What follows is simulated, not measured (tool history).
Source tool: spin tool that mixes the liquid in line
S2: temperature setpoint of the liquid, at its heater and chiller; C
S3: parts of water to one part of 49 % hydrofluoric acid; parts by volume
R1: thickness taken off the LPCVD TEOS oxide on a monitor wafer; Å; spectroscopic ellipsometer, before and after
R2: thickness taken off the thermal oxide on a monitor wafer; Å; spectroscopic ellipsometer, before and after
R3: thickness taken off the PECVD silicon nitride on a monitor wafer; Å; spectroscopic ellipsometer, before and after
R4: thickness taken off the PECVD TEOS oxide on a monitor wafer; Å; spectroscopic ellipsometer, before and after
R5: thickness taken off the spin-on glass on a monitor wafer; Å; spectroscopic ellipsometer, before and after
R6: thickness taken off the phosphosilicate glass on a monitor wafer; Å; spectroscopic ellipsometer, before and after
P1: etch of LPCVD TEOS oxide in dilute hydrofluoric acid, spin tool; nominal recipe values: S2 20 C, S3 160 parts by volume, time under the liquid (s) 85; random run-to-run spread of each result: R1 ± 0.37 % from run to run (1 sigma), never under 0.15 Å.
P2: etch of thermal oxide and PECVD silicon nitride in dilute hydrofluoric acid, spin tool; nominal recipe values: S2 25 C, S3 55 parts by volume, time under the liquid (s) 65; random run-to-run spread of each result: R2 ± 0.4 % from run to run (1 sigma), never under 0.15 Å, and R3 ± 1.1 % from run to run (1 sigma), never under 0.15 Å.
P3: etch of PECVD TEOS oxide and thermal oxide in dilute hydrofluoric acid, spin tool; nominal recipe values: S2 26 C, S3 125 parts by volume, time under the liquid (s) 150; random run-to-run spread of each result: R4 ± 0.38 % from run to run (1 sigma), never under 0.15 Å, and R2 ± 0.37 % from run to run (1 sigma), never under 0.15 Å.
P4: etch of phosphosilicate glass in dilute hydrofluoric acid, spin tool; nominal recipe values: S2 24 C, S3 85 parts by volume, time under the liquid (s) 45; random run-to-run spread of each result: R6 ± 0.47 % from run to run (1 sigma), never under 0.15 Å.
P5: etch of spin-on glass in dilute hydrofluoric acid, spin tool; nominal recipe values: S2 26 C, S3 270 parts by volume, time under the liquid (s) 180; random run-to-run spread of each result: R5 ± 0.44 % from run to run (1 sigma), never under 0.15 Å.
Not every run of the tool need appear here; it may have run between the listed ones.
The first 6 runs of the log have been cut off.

Run 7, hour 92.5: process that ran P3, S2 26 C, S3 125 parts by volume, time under the liquid (s) 150. Result: R2 61.525 Å, R4 276.18 Å.
Run 8, hour 106.1: process that ran P1, S2 20 C, S3 160 parts by volume, time under the liquid (s) 85. Result: R1 229.13 Å.
Run 9, hour 122.8: process that ran P5, S2 19 C, S3 270 parts by volume, time under the liquid (s) 180. Result: R5 109.39 Å.
Run 10, hour 133.6: process that ran P1, S2 20 C, S3 260 parts by volume, time under the liquid (s) 85. Result: R1 128.03 Å.
Run 11, hour 145: process that ran P1, S2 26 C, S3 160 parts by volume, time under the liquid (s) 85. Result: R1 291.63 Å.
Run 12, hour 158.7: process that ran P4, S2 24 C, S3 40 parts by volume, time under the liquid (s) 45. Result: R6 1131.7 Å.
Run 13, hour 168.5: process that ran P3, S2 26 C, S3 60 parts by volume, time under the liquid (s) 150. Result: R2 138.91 Å, R4 626.07 Å.
Run 14, hour 178.8: process that ran P4, S2 24 C, S3 85 parts by volume, time under the liquid (s) 65. Result: R6 719.77 Å.
Run 15, hour 193.8: process that ran P3, S2 32 C, S3 125 parts by volume, time under the liquid (s) 150. Result: R2 77.035 Å, R4 344.72 Å.
Run 16, hour 201.5: process that ran P4, S2 24 C, S3 85 parts by volume, time under the liquid (s) 45. Result: R6 499.5 Å.
Run 17, hour 214.5: process that ran P1, S2 20 C, S3 160 parts by volume, time under the liquid (s) 85. Result: R1 229.67 Å.
Run 18, hour 222.7: process that ran P3, S2 26 C, S3 125 parts by volume, time under the liquid (s) 55. Result: R2 22.595 Å, R4 101.42 Å.
At hour 237.3: thermometer replaced.
Run 19, hour 238.2: process that ran P2, S2 25 C, S3 55 parts by volume, time under the liquid (s) 130. Result: R2 125.1 Å, R3 42.276 Å.
Run 20, hour 246.5: process that ran P4, S2 32.5 C, S3 85 parts by volume, time under the liquid (s) 45. Result: R6 695.36 Å.
Run 21, hour 255.8: process that ran P1, S2 17 C, S3 160 parts by volume, time under the liquid (s) 85. Result: R1 204.74 Å.
Run 22, hour 265.1: process that ran P4, S2 24 C, S3 85 parts by volume, time under the liquid (s) 45. Result: R6 502.86 Å.
Run 23, hour 272.4: process that ran P2, S2 33 C, S3 55 parts by volume, time under the liquid (s) 65. Result: R2 86.342 Å, R3 36.636 Å.
Run 24, hour 285.2: process that ran P2, S2 25 C, S3 55 parts by volume, time under the liquid (s) 65. Result: R2 61.984 Å, R3 21.281 Å.
Run 25, hour 299.5: process that ran P1, S2 20 C, S3 90 parts by volume, time under the liquid (s) 85. Result: R1 442.11 Å.
Run 26, hour 311.1: process that ran P5, S2 26 C, S3 270 parts by volume, time under the liquid (s) 45. Result: R5 34.815 Å.
Run 27, hour 320.4: process that ran P5, S2 26 C, S3 270 parts by volume, time under the liquid (s) 180. Result: R5 140.65 Å.
Run 28, hour 335.5: process that ran P5, S2 26 C, S3 100 parts by volume, time under the liquid (s) 180. Result: R5 462.18 Å.

Run 29 is up next; what results do you expect?
Run 29, hour 342.7: process that ran P5, S2 26 C, S3 270 parts by volume, time under the liquid (s) 180. Result: R5 ?.

{"run 29": {"R5": 139.87}}

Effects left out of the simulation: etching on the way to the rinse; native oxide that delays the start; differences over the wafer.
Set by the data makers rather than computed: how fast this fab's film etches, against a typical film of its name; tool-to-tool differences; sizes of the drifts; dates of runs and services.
